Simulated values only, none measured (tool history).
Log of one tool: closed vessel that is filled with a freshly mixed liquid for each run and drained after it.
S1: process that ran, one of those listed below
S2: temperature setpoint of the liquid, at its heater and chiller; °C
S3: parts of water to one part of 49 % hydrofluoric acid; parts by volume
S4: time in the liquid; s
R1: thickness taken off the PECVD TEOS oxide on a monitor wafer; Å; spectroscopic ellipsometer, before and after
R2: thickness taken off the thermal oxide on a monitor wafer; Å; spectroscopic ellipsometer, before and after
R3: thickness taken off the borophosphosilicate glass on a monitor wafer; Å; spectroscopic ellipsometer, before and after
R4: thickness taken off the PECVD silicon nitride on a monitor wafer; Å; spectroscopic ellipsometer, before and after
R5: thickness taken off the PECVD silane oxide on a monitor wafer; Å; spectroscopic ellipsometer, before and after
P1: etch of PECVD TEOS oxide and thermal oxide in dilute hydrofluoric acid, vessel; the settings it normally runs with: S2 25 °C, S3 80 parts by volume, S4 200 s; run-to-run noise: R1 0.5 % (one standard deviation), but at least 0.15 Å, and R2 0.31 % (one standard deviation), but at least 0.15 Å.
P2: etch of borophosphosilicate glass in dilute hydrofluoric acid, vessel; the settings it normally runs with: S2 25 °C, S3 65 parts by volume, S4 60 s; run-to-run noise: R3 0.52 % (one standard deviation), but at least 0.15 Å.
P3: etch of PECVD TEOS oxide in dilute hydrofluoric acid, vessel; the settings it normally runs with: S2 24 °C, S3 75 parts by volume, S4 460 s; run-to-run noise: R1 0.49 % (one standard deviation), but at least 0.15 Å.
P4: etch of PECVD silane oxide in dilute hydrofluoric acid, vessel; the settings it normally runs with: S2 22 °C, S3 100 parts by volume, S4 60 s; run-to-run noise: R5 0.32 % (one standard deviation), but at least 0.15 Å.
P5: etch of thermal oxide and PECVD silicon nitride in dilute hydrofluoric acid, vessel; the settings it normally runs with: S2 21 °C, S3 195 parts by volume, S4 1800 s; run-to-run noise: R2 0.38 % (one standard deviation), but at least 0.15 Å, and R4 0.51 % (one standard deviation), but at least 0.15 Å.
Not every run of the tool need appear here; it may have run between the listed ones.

| run | hour | S1 | S2 | S3 | S4 | R1 | R2 | R3 | R4 | R5 |
|---|---|---|---|---|---|---|---|---|---|---|
| 1 | 8.2 | P1 | 25 | 80 | 200 | 227.02 | 124.11 |  |  |  |
| 2 | 14.2 | P2 | 25 | 100 | 60 |  |  | 273.61 |  |  |
| 3 | 22.8 | P3 | 24 | 75 | 670 | 841.2 |  |  |  |  |
| 4 | 29.3 | P1 | 25 | 80 | 200 | 226.47 | 124.09 |  |  |  |
| 5 | 40.3 | P1 | 25 | 145 | 200 | 116.87 | 63.702 |  |  |  |
| 6 | 52.2 | P2 | 25 | 65 | 60 |  |  | 437.57 |  |  |
| 7 | 64 | P5 | 21 | 310 | 1800 |  | 196.76 |  | 94.486 |  |
| 8 | 69.5 | P1 | 25 | 80 | 70 | 80.245 | 43.148 |  |  |  |
| 9 | 76 | P4 | 17 | 100 | 60 |  |  |  |  | 115.75 |
| 10 | 82.4 | P1 | 17 | 80 | 200 | 163.99 | 88.55 |  |  |  |
| 11 | 90.5 | P5 | 21 | 195 | 1800 |  | 348.67 |  | 148.9 |  |
| 12 | 96.3 | P5 | 21 | 195 | 3305 |  | 644.22 |  | 275.51 |  |
| 13 | 108.4 | P5 | 21 | 195 | 1800 |  | 350.8 |  | 148.83 |  |
| 14 | 119.4 | P2 | 30 | 65 | 60 |  |  | 534.27 |  |  |
| 15 | 125.9 | P3 | 17 | 75 | 460 | 433.28 |  |  |  |  |
| 16 | 133.2 | P3 | 24 | 75 | 460 | 571.65 |  |  |  |  |
| 17 | 140.9 | P2 | 25 | 65 | 60 |  |  | 441.24 |  |  |
| 18 | 146.3 | P4 | 22 | 160 | 60 |  |  |  |  | 82.901 |
| 19 | 151.7 | P5 | 17 | 195 | 1800 |  | 298.49 |  | 114.19 |  |
| 20 | 162 | P1 | 18 | 80 | 115 | 97.903 | 53.222 |  |  |  |
| 21 | 171.9 | P1 | 25 | 40 | 200 | 483.64 | 260.92 |  |  |  |
| 22 | 177.2 | P1 | 25 | 80 | 340 | 389.87 | 210.75 |  |  |  |
| 23 | 186.6 | P1 | 25 | 80 | 200 | 229.42 | 123.84 |  |  |  |

Predict the results of run 24:
| 24 | 193.4 | P1 | 25 | 80 | 200 | ? | ? |  |  |  |

For run 24 the tool returned R1 231.06 Å, R2 124.06 Å.
